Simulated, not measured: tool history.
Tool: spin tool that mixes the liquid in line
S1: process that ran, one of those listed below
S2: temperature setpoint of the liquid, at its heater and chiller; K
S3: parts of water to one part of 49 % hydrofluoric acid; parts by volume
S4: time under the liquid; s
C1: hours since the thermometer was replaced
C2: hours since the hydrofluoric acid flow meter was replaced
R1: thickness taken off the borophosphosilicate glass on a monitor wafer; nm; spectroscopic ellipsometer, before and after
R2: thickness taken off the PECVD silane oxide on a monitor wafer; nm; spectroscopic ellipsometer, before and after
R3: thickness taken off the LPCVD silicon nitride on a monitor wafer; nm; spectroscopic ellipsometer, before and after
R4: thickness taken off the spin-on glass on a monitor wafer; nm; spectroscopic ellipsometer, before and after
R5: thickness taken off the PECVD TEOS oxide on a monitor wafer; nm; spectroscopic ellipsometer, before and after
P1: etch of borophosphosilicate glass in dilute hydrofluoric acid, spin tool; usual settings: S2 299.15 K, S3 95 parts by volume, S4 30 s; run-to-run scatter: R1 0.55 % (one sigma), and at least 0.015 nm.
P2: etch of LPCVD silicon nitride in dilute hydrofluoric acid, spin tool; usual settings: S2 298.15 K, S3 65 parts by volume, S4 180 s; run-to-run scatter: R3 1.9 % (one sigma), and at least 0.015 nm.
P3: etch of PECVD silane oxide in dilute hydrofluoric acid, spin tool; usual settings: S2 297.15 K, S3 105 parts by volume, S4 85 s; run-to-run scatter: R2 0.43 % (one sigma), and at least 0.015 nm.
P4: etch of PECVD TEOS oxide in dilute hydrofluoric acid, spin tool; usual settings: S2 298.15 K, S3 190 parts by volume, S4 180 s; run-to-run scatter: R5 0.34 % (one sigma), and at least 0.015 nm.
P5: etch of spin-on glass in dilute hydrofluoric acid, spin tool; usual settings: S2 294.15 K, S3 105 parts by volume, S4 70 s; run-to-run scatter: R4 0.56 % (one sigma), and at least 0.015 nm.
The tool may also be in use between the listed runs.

run,day,S1,S2,S3,S4,C1,C2,R1,R2,R3,R4,R5
1,0.138,P1,299.15,95,30,1863.6,904.7,18.684,,,,
2,0.333,P1,302.65,20,30,1868.3,909.4,113.45,,,,
3,0.596,P3,297.15,105,85,1874.6,915.7,,40.313,,,
4,0.742,P2,298.15,65,180,1878.1,919.2,,,1.416,,
5,1,P3,304.65,105,85,1884.3,925.4,,53.976,,,
6,1.138,P1,299.15,95,60,1887.6,928.7,37.578,,,,
7,1.388,P3,297.15,105,120,1893.6,934.7,,56.443,,,
8,1.525,P1,303.15,95,30,1896.9,938,21.985,,,,
9,1.771,P5,294.15,105,70,1902.8,943.9,,,,25.392,
10,1.971,P2,298.15,65,330,1907.6,948.7,,,2.724,,
# day 2.212: thermometer replaced
11,2.254,P3,297.15,105,85,1,955.5,,40.542,,,
12,2.479,P5,290.15,105,70,6.4,960.9,,,,21.412,
13,2.688,P1,299.15,95,30,11.4,965.9,18.961,,,,
14,2.896,P2,298.15,20,180,16.4,970.9,,,4.6247,,
15,3.117,P1,293.15,95,30,21.7,976.2,14.899,,,,
16,3.267,P4,298.15,190,180,25.3,979.8,,,,,8.6676
17,3.554,P5,294.15,105,125,32.2,986.7,,,,45.162,
18,3.838,P4,298.15,45,180,39,993.5,,,,,43.752
19,3.988,P2,304.15,65,180,42.6,997.1,,,2.118,,
20,4.233,P4,293.65,190,180,48.5,1003,,,,,7.379
21,4.417,P1,299.15,40,30,52.9,1007.4,47.944,,,,
22,4.562,P3,297.15,140,85,56.4,1010.9,,28.906,,,
23,4.846,P5,294.15,105,70,63.2,1017.7,,,,25.381,
24,5.029,P1,299.15,95,30,67.6,1022.1,18.691,,,,
25,5.217,P4,298.15,190,330,72.1,1026.6,,,,,16.037
26,5.429,P1,299.15,95,30,77.2,1031.7,18.479,,,,
27,5.683,P1,299.15,95,15,83.3,1037.8,9.3334,,,,
28,5.921,P1,299.15,95,30,89,1043.5,18.607,,,,
29,6.15,P5,294.15,155,70,94.5,1049,,,,16.101,
30,6.392,P1,299.15,95,30,100.3,1054.8,18.502,,,,
31,6.675,P1,299.15,175,30,107.1,1061.6,9.2914,,,,
32,6.817,P1,299.15,95,30,110.5,1065,18.837,,,,
33,7.083,P1,299.15,95,30,116.9,1071.4,19.607,,,,
34,7.338,P1,299.15,95,30,123,1077.5,19.934,,,,
35,7.492,P1,299.15,95,30,126.7,1081.2,19.81,,,,
36,7.625,P1,299.15,95,30,129.9,1084.4,20.378,,,,
37,7.846,P1,299.15,95,30,135.2,1089.7,20.333,,,,
38,8.025,P1,299.15,95,30,139.5,1094,20.253,,,,
39,8.258,P1,299.15,95,30,145.1,1099.6,20.529,,,,

What P1 gives has crept away from where it was. These 2 causes fit the log equally well, each at the size given:
A: liquid hotter than its thermometer reads (K) = 2.13
B: hydrofluoric acid flow above the setpoint (%) = 7.61
The creep began at about day 6.817.

4 check runs are offered, each on 5 wafers whose results are averaged, their results left as question marks. Which one tells the causes apart?
check 1,8.492,P3,300.65,105,85,,,,?,,,
check 2,8.492,P2,298.15,65,265,,,,,?,,
check 3,8.492,P5,290.15,140,70,,,,,,?,
check 4,8.492,P4,298.15,95,275,,,,,,,?

What each check would give under each cause:
check,result,if A,if B
check 1,R2,50.118,50.253
check 2,R3,2.4497,2.2883
check 3,R4,16.974,16.91
check 4,R5,32.4,32.361
How far apart the two closest causes lie, in the result that separates them most: check 1 0.27 %; check 2 6.81 %; check 3 0.38 %; check 4 0.12 %
Check 2 tells the causes apart: in the others they would give nearly the same result.

Then check 2 was run and gave: R3 2.4304 nm. Which cause is it?

It is A: liquid hotter than its thermometer reads (K).

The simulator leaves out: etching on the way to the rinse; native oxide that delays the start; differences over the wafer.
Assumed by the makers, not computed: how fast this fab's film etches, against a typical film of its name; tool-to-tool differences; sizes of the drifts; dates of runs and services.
